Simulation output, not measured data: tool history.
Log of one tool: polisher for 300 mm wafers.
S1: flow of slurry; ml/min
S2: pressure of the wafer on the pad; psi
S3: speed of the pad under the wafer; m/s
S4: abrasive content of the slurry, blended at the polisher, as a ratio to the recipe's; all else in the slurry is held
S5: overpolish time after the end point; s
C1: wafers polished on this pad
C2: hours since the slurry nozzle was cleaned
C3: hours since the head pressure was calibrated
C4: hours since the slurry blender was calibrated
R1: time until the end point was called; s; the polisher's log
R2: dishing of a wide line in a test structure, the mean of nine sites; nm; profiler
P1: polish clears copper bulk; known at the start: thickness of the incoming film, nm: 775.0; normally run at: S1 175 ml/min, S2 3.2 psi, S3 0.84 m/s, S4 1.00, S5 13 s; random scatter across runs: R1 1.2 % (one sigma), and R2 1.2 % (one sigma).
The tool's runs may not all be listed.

run,day,S1,S2,S3,S4,S5,C1,C2,C3,C4,R1,R2
1,0.446,175,3.2,0.84,1.00,13,346,324.7,431.4,202.4,80.452,74.916
2,0.729,105,3.2,0.84,1.00,20,389,331.5,438.2,209.2,86.347,93.554
3,0.979,175,3.2,0.84,1.00,13,428,337.5,444.2,215.2,80.312,74.545
4,1.371,175,3.2,0.84,1.00,21,488,346.9,453.6,224.6,79.514,99.679
5,1.658,175,5.0,0.84,1.00,13,533,353.8,460.5,231.5,50.691,105.170
6,2.125,175,3.2,0.84,1.00,13,605,365.0,471.7,242.7,78.429,74.131
7,2.467,265,3.2,0.84,1.00,13,658,373.2,479.9,250.9,75.501,77.900
8,2.704,175,3.2,0.84,0.55,13,695,378.9,485.6,256.6,90.737,70.025
9,3.092,175,3.2,0.84,1.00,5,754,388.2,494.9,265.9,79.137,35.040
10,3.571,105,3.2,0.84,1.00,13,828,399.7,506.4,277.4,87.156,69.830
# day 3.650: head pressure recalibrated
# day 3.875: slurry blender recalibrated
11,3.992,175,3.2,0.84,1.00,13,893,409.8,8.3,2.9,80.669,74.327
12,4.483,105,3.2,0.84,1.00,4,969,421.6,20.1,14.7,87.116,26.046
13,4.929,175,3.2,0.84,1.00,13,1038,432.3,30.8,25.4,80.020,75.039
14,5.379,175,3.2,1.30,1.00,13,1108,443.1,41.6,36.2,51.678,98.872
15,5.883,175,3.2,0.84,1.35,13,1186,455.2,53.7,48.3,73.774,79.761
16,6.283,175,3.2,0.84,1.00,13,1248,464.8,63.3,57.9,78.577,75.928
17,6.771,175,1.4,0.84,1.00,13,1323,476.5,75.0,69.6,180.710,37.023
18,7.275,175,3.2,0.84,1.00,13,1401,488.6,87.1,81.7,79.741,76.419
19,7.596,240,2.0,0.84,1.00,13,1450,496.3,94.8,89.4,123.850,52.933
20,7.971,175,3.2,0.42,1.00,13,1508,505.3,103.8,98.4,159.860,43.123
21,8.375,175,3.2,0.84,1.00,13,1571,515.0,113.5,108.1,80.258,75.144
22,8.633,175,3.2,0.84,1.00,13,1611,521.2,119.7,114.3,81.292,73.241
23,8.908,175,3.2,0.84,1.00,13,1653,527.8,126.3,120.9,82.546,74.256
24,9.371,175,3.2,0.84,1.00,13,1725,538.9,137.4,132.0,82.249,71.453
25,9.788,175,3.2,0.84,1.00,13,1789,548.9,147.4,142.0,85.192,72.572
# day 9.933: worn pad replaced by a new one
26,10.250,175,3.2,0.84,1.00,13,49,560.0,158.5,153.1,84.324,70.817
27,10.667,175,3.2,0.84,1.00,13,113,570.0,168.5,163.1,86.183,72.080

What does the tool deliver on the next run?
28,10.912,175,3.2,0.84,1.00,13,151,575.9,174.4,169.0,?,?

R1: 83.790 s
R2: 71.508 nm
